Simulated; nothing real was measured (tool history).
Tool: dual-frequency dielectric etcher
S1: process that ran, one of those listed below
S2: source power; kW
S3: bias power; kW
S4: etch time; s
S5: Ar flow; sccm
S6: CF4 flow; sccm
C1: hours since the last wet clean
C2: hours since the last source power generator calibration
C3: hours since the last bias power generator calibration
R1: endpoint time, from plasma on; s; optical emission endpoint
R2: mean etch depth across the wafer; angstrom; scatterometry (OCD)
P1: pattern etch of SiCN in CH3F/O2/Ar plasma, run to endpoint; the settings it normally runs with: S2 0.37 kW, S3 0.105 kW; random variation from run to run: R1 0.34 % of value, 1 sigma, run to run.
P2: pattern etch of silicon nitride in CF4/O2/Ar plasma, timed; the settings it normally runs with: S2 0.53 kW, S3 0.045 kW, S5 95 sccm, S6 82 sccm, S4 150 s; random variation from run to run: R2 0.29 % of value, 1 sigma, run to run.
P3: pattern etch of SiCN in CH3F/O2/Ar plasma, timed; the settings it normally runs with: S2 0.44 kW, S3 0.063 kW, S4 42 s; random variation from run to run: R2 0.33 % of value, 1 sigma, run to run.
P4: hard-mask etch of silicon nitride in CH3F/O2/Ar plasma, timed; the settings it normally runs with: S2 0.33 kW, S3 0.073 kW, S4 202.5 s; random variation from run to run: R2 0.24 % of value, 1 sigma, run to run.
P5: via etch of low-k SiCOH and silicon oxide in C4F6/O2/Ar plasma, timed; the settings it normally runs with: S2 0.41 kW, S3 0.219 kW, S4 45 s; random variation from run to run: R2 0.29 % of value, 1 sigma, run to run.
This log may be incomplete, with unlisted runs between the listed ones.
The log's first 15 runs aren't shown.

run 16 hour=227 | S1=P4 S2=0.33 S3=0.094 S4=202.5 | C1=295 C2=3084.1 C3=864.9 | R2=1414.7
run 17 hour=245.5 | S1=P5 S2=0.41 S3=0.219 S4=45 | C1=313.5 C2=3102.6 C3=883.4 | R2=1298.6
run 18 hour=259.8 | S1=P5 S2=0.41 S3=0.282 S4=45 | C1=327.8 C2=3116.9 C3=897.7 | R2=1416
run 19 hour=276.3 | S1=P2 S2=0.53 S3=0.055 S4=150 S5=95 S6=82 | C1=344.3 C2=3133.4 C3=914.2 | R2=3032.2
run 20 hour=294.6 | S1=P2 S2=0.53 S3=0.045 S4=150 S5=95 S6=82 | C1=362.6 C2=3151.7 C3=932.5 | R2=2831.9
run 21 hour=310 | S1=P1 S2=0.37 S3=0.074 | C1=378 C2=3167.1 C3=947.9 | R1=31.162
run 22 hour=325.6 | S1=P3 S2=0.44 S3=0.063 S4=42 | C1=393.6 C2=3182.7 C3=963.5 | R2=157.75
run 23 hour=340.6 | S1=P2 S2=0.53 S3=0.045 S4=117 S5=95 S6=82 | C1=408.6 C2=3197.7 C3=978.5 | R2=2215.8
-- hour=346.4 wet clean of the chamber
run 24 hour=352.6 | S1=P3 S2=0.44 S3=0.063 S4=26 | C1=6.2 C2=3209.7 C3=990.5 | R2=97.293
run 25 hour=369.9 | S1=P1 S2=0.25 S3=0.105 | C1=23.5 C2=3227 C3=1007.8 | R1=31.693
run 26 hour=384.6 | S1=P1 S2=0.37 S3=0.146 | C1=38.2 C2=3241.7 C3=1022.5 | R1=24.036
run 27 hour=396 | S1=P1 S2=0.24 S3=0.074 | C1=49.6 C2=3253.1 C3=1033.9 | R1=36.616
run 28 hour=410 | S1=P1 S2=0.37 S3=0.105 | C1=63.6 C2=3267.1 C3=1047.9 | R1=27.533
run 29 hour=419.4 | S1=P1 S2=0.37 S3=0.105 | C1=73 C2=3276.5 C3=1057.3 | R1=27.488
run 30 hour=432.3 | S1=P1 S2=0.37 S3=0.105 | C1=85.9 C2=3289.4 C3=1070.2 | R1=27.568
run 31 hour=441.5 | S1=P1 S2=0.37 S3=0.105 | C1=95.1 C2=3298.6 C3=1079.4 | R1=27.462
run 32 hour=454.2 | S1=P1 S2=0.37 S3=0.105 | C1=107.8 C2=3311.3 C3=1092.1 | R1=27.583
run 33 hour=473.4 | S1=P1 S2=0.37 S3=0.105 | C1=127 C2=3330.5 C3=1111.3 | R1=27.751
run 34 hour=489.9 | S1=P1 S2=0.37 S3=0.105 | C1=143.5 C2=3347 C3=1127.8 | R1=27.761
-- hour=504.3 wet clean of the chamber
run 35 hour=509.2 | S1=P1 S2=0.37 S3=0.105 | C1=5 C2=3366.3 C3=1147.1 | R1=27.833
run 36 hour=528.2 | S1=P1 S2=0.37 S3=0.105 | C1=24 C2=3385.3 C3=1166.1 | R1=27.728

The next listed run, before its measurement:
run 37 hour=542 | S1=P1 S2=0.37 S3=0.105 | C1=37.8 C2=3399.1 C3=1179.9 | R1=?

Run 37 measured R1 27.81 s.
